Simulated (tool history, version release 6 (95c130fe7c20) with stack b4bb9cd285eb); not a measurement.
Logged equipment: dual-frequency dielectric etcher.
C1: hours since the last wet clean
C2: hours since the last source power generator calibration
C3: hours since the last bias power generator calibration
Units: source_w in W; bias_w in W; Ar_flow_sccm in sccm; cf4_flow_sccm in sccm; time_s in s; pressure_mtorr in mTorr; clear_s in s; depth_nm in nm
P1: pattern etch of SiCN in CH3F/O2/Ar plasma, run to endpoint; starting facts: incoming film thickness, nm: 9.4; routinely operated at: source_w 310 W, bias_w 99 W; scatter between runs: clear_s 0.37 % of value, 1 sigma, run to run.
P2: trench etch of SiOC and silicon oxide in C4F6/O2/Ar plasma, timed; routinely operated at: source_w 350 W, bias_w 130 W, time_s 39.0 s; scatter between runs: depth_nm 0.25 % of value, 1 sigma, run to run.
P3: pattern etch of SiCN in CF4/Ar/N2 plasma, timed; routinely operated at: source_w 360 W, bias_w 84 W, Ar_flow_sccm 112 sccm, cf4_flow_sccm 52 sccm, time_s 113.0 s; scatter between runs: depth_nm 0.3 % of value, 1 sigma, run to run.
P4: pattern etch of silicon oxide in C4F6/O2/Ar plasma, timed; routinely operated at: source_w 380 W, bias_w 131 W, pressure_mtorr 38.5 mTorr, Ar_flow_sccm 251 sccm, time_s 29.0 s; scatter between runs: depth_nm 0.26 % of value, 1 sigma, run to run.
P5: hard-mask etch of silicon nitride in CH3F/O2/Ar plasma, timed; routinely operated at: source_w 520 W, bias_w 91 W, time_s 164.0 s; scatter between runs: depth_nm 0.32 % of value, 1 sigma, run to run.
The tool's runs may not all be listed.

Run 1, hour 9.9: process P1, source_w 310 W, bias_w 99 W; C1 211.3; C2 1263.1; C3 305.2. Result: clear_s 24.648 s.
Run 2, hour 21.4: process P3, source_w 360 W, bias_w 101 W, Ar_flow_sccm 112 sccm, cf4_flow_sccm 52 sccm, time_s 113.0 s; C1 222.8; C2 1274.6; C3 316.7. Result: depth_nm 82.046 nm.
Run 3, hour 26.9: process P1, source_w 310 W, bias_w 126 W; C1 228.3; C2 1280.1; C3 322.2. Result: clear_s 22.532 s.
Run 4, hour 37.4: process P1, source_w 410 W, bias_w 99 W; C1 238.8; C2 1290.6; C3 332.7. Result: clear_s 22.294 s.
Run 5, hour 48.0: process P1, source_w 410 W, bias_w 73 W; C1 249.4; C2 1301.2; C3 343.3. Result: clear_s 24.781 s.
Run 6, hour 53.9: process P4, source_w 220 W, bias_w 131 W, Ar_flow_sccm 251 sccm, time_s 29.0 s, pressure_mtorr 38.5 mTorr; C1 255.3; C2 1307.1; C3 349.2. Result: depth_nm 65.835 nm.
Run 7, hour 59.1: process P4, source_w 380 W, bias_w 131 W, Ar_flow_sccm 251 sccm, time_s 29.0 s, pressure_mtorr 38.5 mTorr; C1 260.5; C2 1312.3; C3 354.4. Result: depth_nm 81.440 nm.
Run 8, hour 64.0: process P5, source_w 520 W, bias_w 91 W, time_s 108.0 s; C1 265.4; C2 1317.2; C3 359.3. Result: depth_nm 88.474 nm.
Run 9, hour 70.0: process P4, source_w 380 W, bias_w 131 W, Ar_flow_sccm 305 sccm, time_s 29.0 s, pressure_mtorr 38.5 mTorr; C1 271.4; C2 1323.2; C3 365.3. Result: depth_nm 79.343 nm.
Run 10, hour 75.6: process P4, source_w 380 W, bias_w 131 W, Ar_flow_sccm 251 sccm, time_s 37.5 s, pressure_mtorr 38.5 mTorr; C1 277.0; C2 1328.8; C3 370.9. Result: depth_nm 105.250 nm.
Run 11, hour 83.7: process P5, source_w 520 W, bias_w 129 W, time_s 164.0 s; C1 285.1; C2 1336.9; C3 379.0. Result: depth_nm 151.950 nm.
Run 12, hour 89.9: process P5, source_w 520 W, bias_w 91 W, time_s 164.0 s; C1 291.3; C2 1343.1; C3 385.2. Result: depth_nm 134.070 nm.
Run 13, hour 99.7: process P1, source_w 310 W, bias_w 99 W; C1 301.1; C2 1352.9; C3 395.0. Result: clear_s 24.606 s.
Run 14, hour 108.1: process P1, source_w 310 W, bias_w 99 W; C1 309.5; C2 1361.3; C3 403.4. Result: clear_s 24.508 s.
Run 15, hour 114.7: process P2, source_w 350 W, bias_w 130 W, time_s 39.0 s; C1 316.1; C2 1367.9; C3 410.0. Result: depth_nm 68.176 nm.
Run 16, hour 121.2: process P1, source_w 380 W, bias_w 134 W; C1 322.6; C2 1374.4; C3 416.5. Result: clear_s 20.361 s.
Run 17, hour 126.3: process P2, source_w 470 W, bias_w 130 W, time_s 39.0 s; C1 327.7; C2 1379.5; C3 421.6. Result: depth_nm 76.579 nm.
Run 18, hour 133.6: process P5, source_w 520 W, bias_w 91 W, time_s 164.0 s; C1 335.0; C2 1386.8; C3 428.9. Result: depth_nm 134.130 nm.
Run 19, hour 139.5: process P5, source_w 320 W, bias_w 91 W, time_s 164.0 s; C1 340.9; C2 1392.7; C3 434.8. Result: depth_nm 112.030 nm.
Run 20, hour 145.6: process P2, source_w 350 W, bias_w 130 W, time_s 21.5 s; C1 347.0; C2 1398.8; C3 440.9. Result: depth_nm 37.733 nm.
Run 21, hour 154.0: process P3, source_w 250 W, bias_w 84 W, Ar_flow_sccm 112 sccm, cf4_flow_sccm 52 sccm, time_s 113.0 s; C1 355.4; C2 1407.2; C3 449.3. Result: depth_nm 55.925 nm.
Run 22, hour 165.0: process P3, source_w 360 W, bias_w 84 W, Ar_flow_sccm 112 sccm, cf4_flow_sccm 52 sccm, time_s 113.0 s; C1 366.4; C2 1418.2; C3 460.3. Result: depth_nm 76.189 nm.
Run 23, hour 170.9: process P4, source_w 380 W, bias_w 131 W, Ar_flow_sccm 251 sccm, time_s 29.0 s, pressure_mtorr 47.0 mTorr; C1 372.3; C2 1424.1; C3 466.2. Result: depth_nm 79.320 nm.
Run 24, hour 178.6: process P1, source_w 210 W, bias_w 99 W; C1 380.0; C2 1431.8; C3 473.9. Result: clear_s 28.280 s.
Run 25, hour 186.6: process P3, source_w 360 W, bias_w 84 W, Ar_flow_sccm 112 sccm, cf4_flow_sccm 30 sccm, time_s 113.0 s; C1 388.0; C2 1439.8; C3 481.9. Result: depth_nm 70.216 nm.
Run 26, hour 192.4: process P3, source_w 360 W, bias_w 84 W, Ar_flow_sccm 138 sccm, cf4_flow_sccm 52 sccm, time_s 113.0 s; C1 393.8; C2 1445.6; C3 487.7. Result: depth_nm 74.257 nm.
Run 27, hour 202.2: process P3, source_w 360 W, bias_w 84 W, Ar_flow_sccm 112 sccm, cf4_flow_sccm 52 sccm, time_s 113.0 s; C1 403.6; C2 1455.4; C3 497.5. Result: depth_nm 76.482 nm.
Run 28, hour 207.2: process P1, source_w 310 W, bias_w 99 W; C1 408.6; C2 1460.4; C3 502.5. Result: clear_s 24.790 s.
Run 29, hour 215.8: process P2, source_w 350 W, bias_w 168 W, time_s 39.0 s; C1 417.2; C2 1469.0; C3 511.1. Result: depth_nm 73.710 nm.
Run 30, hour 225.8: process P4, source_w 380 W, bias_w 107 W, Ar_flow_sccm 251 sccm, time_s 29.0 s, pressure_mtorr 38.5 mTorr; C1 427.2; C2 1479.0; C3 521.1. Result: depth_nm 76.345 nm.
Run 31, hour 235.0: process P1, source_w 310 W, bias_w 61 W; C1 436.4; C2 1488.2; C3 530.3. Result: clear_s 29.473 s.
Run 32, hour 243.7: process P1, source_w 310 W, bias_w 99 W; C1 445.1; C2 1496.9; C3 539.0. Result: clear_s 24.564 s.
Run 33, hour 248.9: process P1, source_w 310 W, bias_w 99 W; C1 450.3; C2 1502.1; C3 544.2. Result: clear_s 24.705 s.
Run 34, hour 256.9: process P3, source_w 360 W, bias_w 84 W, Ar_flow_sccm 112 sccm, cf4_flow_sccm 52 sccm, time_s 169.5 s; C1 458.3; C2 1510.1; C3 552.2. Result: depth_nm 114.810 nm.
Run 35, hour 266.7: process P2, source_w 350 W, bias_w 130 W, time_s 39.0 s; C1 468.1; C2 1519.9; C3 562.0. Result: depth_nm 68.194 nm.
Run 36, hour 273.1: process P1, source_w 310 W, bias_w 99 W; C1 474.5; C2 1526.3; C3 568.4. Result: clear_s 24.604 s.
Run 37, hour 282.3: process P1, source_w 310 W, bias_w 99 W; C1 483.7; C2 1535.5; C3 577.6. Result: clear_s 24.875 s.
Run 38, hour 293.6: process P1, source_w 310 W, bias_w 99 W; C1 495.0; C2 1546.8; C3 588.9. Result: clear_s 24.910 s.

Run 39, settings as shown, results not yet in. Your forecast:
Run 39, hour 304.5: process P1, source_w 310 W, bias_w 99 W; C1 505.9; C2 1557.7; C3 599.8. Result: clear_s ?.

{"run 39": {"clear_s": 25.064}}
